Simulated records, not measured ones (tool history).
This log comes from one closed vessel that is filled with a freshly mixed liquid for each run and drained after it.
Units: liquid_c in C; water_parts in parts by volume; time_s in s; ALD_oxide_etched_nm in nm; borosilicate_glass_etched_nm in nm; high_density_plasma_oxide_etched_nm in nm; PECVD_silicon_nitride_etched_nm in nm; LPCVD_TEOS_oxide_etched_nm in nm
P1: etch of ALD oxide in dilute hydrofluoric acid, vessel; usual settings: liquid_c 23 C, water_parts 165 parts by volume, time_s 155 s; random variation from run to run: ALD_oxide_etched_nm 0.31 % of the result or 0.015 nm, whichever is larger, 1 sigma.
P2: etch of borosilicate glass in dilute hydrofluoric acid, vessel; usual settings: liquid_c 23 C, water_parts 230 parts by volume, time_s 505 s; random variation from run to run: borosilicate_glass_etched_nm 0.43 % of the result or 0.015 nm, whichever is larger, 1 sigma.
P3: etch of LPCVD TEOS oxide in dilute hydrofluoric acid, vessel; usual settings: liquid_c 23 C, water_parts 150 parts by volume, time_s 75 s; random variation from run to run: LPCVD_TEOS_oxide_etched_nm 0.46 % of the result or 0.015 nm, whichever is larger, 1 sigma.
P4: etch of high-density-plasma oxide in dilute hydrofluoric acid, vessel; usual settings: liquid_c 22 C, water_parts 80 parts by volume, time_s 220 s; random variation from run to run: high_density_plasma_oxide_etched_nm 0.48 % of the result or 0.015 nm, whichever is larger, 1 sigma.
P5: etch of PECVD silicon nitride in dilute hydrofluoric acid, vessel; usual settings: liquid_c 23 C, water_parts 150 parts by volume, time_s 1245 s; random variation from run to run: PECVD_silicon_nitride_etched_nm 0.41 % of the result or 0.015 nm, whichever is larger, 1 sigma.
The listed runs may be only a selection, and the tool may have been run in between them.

run,hour,process,liquid_c,water_parts,time_s,ALD_oxide_etched_nm,borosilicate_glass_etched_nm,high_density_plasma_oxide_etched_nm,PECVD_silicon_nitride_etched_nm,LPCVD_TEOS_oxide_etched_nm
1,6.6,P1,23,165,155,9.3401,,,,
2,12.3,P2,23,340,505,,29.85,,,
3,17.1,P1,23,165,230,13.835,,,,
4,26.9,P1,23,165,155,9.3439,,,,
5,36.5,P1,23,280,155,4.8886,,,,
6,42.7,P4,22,80,220,,,15.967,,
7,51.4,P5,23,150,2045,,,,52.565,
8,58.1,P1,23,165,30,1.8175,,,,
9,67.1,P4,22,135,220,,,8.8592,,
10,72.3,P1,23,165,155,9.3134,,,,
11,81,P2,18,230,505,,41.194,,,
12,85.4,P1,23,165,155,9.2771,,,,
13,95.2,P5,23,235,1245,,,,20.679,
14,103.3,P4,17,80,220,,,13.012,,
15,108.6,P3,23,265,75,,,,,4.9089
16,116.7,P1,23,95,305,34.472,,,,
17,121.4,P4,22,80,405,,,29.213,,
18,127,P2,23,230,505,,49.523,,,
19,133,P3,29,150,75,,,,,12.257
20,139.2,P1,23,165,155,9.2941,,,,
21,145.2,P3,23,150,30,,,,,3.8924
22,149.7,P1,23,85,30,3.8684,,,,
23,158.3,P2,23,230,960,,93.751,,,
24,166,P1,17,165,155,7.3558,,,,
25,170.7,P1,23,105,290,29.17,,,,
26,177.1,P3,23,150,75,,,,,9.8381
27,181.9,P5,23,150,1245,,,,32.181,
28,187.3,P4,22,80,220,,,15.975,,
29,192.1,P1,29.5,165,155,11.881,,,,
30,200.2,P1,23,165,155,9.3223,,,,
31,209.7,P1,23,80,155,21.151,,,,
32,214.8,P5,18,150,1245,,,,23.117,
33,223.7,P1,23,165,155,9.3004,,,,
34,229.1,P1,23,165,155,9.3157,,,,
35,236.8,P1,23,165,155,9.7286,,,,
36,243.9,P1,23,165,155,9.8697,,,,
37,251,P1,23,165,155,9.9651,,,,
38,258.3,P1,23,165,155,9.9807,,,,
39,266.7,P1,23,165,155,10.071,,,,
40,274.6,P1,23,165,155,10.03,,,,

The output of P1 has drifted from where it used to be. Each of the 2 causes below, taken at the size shown beside it, accounts for the log equally well:
A: hydrofluoric acid flow above the setpoint (%) = 6.35
B: liquid hotter than its thermometer reads (K) = 1.92
The onset of the drift is placed at about hour 229.1.

Each of the 4 check runs below uses one wafer; its results are left as question marks. Which run tells the causes apart?
check 1,282.5,P4,22,80,220,,,?,,
check 2,282.5,P2,23,230,505,,?,,,
check 3,282.5,P5,23,150,1245,,,,?,
check 4,282.5,P3,23,150,75,,,,,?

Expected result of each check under each candidate cause:
check,result,if A,if B
check 1,high_density_plasma_oxide_etched_nm,17.193,17.375
check 2,borosilicate_glass_etched_nm,53.284,52.966
check 3,PECVD_silicon_nitride_etched_nm,34.109,36.335
check 4,LPCVD_TEOS_oxide_etched_nm,10.559,10.578
Smallest distance between any two causes, each pair judged by its most separating result, in per cent: check 1 1.05 %; check 2 0.6 %; check 3 6.32 %; check 4 0.18 %
Check 3 is the one run that separates the causes; every other check would come out nearly the same whichever cause is at work.

With check 3 done, the readings were: PECVD_silicon_nitride_etched_nm 33.803 nm. Identify which of the listed causes applies.

It was cause A: hydrofluoric acid flow above the setpoint (%).
